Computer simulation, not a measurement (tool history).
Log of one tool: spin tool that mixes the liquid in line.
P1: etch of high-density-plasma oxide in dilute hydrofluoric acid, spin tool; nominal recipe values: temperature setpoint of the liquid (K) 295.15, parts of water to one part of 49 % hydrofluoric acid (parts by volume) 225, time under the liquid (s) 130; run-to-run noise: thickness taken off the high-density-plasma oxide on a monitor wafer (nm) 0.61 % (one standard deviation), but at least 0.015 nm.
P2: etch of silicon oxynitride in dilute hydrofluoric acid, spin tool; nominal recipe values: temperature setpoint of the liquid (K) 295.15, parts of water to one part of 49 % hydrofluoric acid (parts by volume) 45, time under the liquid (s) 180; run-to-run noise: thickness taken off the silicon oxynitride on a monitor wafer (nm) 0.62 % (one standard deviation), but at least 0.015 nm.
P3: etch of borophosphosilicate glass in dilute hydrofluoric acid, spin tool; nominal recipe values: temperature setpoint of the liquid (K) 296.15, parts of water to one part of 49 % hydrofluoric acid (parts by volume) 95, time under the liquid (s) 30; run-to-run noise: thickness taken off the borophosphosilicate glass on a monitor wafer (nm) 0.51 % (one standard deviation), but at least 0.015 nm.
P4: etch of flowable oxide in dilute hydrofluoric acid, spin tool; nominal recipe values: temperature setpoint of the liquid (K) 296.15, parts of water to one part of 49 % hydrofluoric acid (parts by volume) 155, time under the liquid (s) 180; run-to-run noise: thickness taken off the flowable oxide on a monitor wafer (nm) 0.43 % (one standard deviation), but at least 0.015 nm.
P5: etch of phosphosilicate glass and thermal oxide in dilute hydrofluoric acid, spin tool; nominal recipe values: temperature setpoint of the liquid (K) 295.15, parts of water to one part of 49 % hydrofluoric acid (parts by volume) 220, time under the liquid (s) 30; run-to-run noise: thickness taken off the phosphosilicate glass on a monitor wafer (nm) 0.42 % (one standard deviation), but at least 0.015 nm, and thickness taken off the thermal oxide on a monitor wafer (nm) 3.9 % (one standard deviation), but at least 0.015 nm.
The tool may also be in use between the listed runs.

run,day,process that ran,temperature setpoint of the liquid (K),parts of water to one part of 49 % hydrofluoric acid (parts by volume),time under the liquid (s),thickness taken off the high-density-plasma oxide on a monitor wafer (nm),thickness taken off the silicon oxynitride on a monitor wafer (nm),thickness taken off the borophosphosilicate glass on a monitor wafer (nm),thickness taken off the flowable oxide on a monitor wafer (nm),thickness taken off the phosphosilicate glass on a monitor wafer (nm),thickness taken off the thermal oxide on a monitor wafer (nm)
1,0.117,P1,295.15,225,130,5.2036,,,,,
2,0.212,P1,295.15,225,130,5.1777,,,,,
3,0.321,P2,295.15,45,365,,11.089,,,,
4,0.483,P3,296.15,95,15,,,6.3438,,,
5,0.629,P3,296.15,95,30,,,12.957,,,
6,0.808,P1,295.15,225,130,5.2025,,,,,
7,0.988,P4,296.15,155,55,,,,10.625,,
8,1.133,P5,295.15,220,30,,,,,10.773,0.55911
9,1.292,P2,295.15,45,180,,5.4432,,,,
10,1.383,P5,290.15,220,30,,,,,9.0036,0.4438
11,1.546,P3,296.15,160,30,,,7.0139,,,
12,1.65,P5,295.15,220,15,,,,,5.4079,0.24949
13,1.8,P1,290.15,225,130,4.2815,,,,,
14,1.917,P1,295.15,90,130,15.136,,,,,
15,2.071,P1,295.15,340,130,3.0831,,,,,
16,2.254,P1,290.15,225,195,6.5061,,,,,
17,2.429,P1,295.15,225,130,5.2005,,,,,
18,2.512,P1,295.15,225,130,5.2027,,,,,
19,2.596,P2,295.15,20,180,,12.5,,,,
20,2.721,P3,302.65,95,30,,,16.488,,,
21,2.846,P5,295.15,370,30,,,,,5.5671,0.30673
22,3.025,P1,303.15,225,130,6.9206,,,,,
23,3.146,P1,295.15,225,255,10.117,,,,,
# day 3.208: hydrofluoric acid flow meter replaced
24,3.308,P1,295.15,225,130,5.1338,,,,,
25,3.467,P2,290.15,45,180,,4.2017,,,,
26,3.633,P1,295.15,225,40,1.5977,,,,,
27,3.729,P4,296.15,25,180,,,,252.76,,
28,3.883,P4,302.15,155,180,,,,43.311,,
29,3.992,P4,296.15,155,180,,,,34.716,,

The next listed run, before its measurement:
30,4.125,P1,295.15,225,130,?,,,,,

thickness taken off the high-density-plasma oxide on a monitor wafer (nm): 5.2438
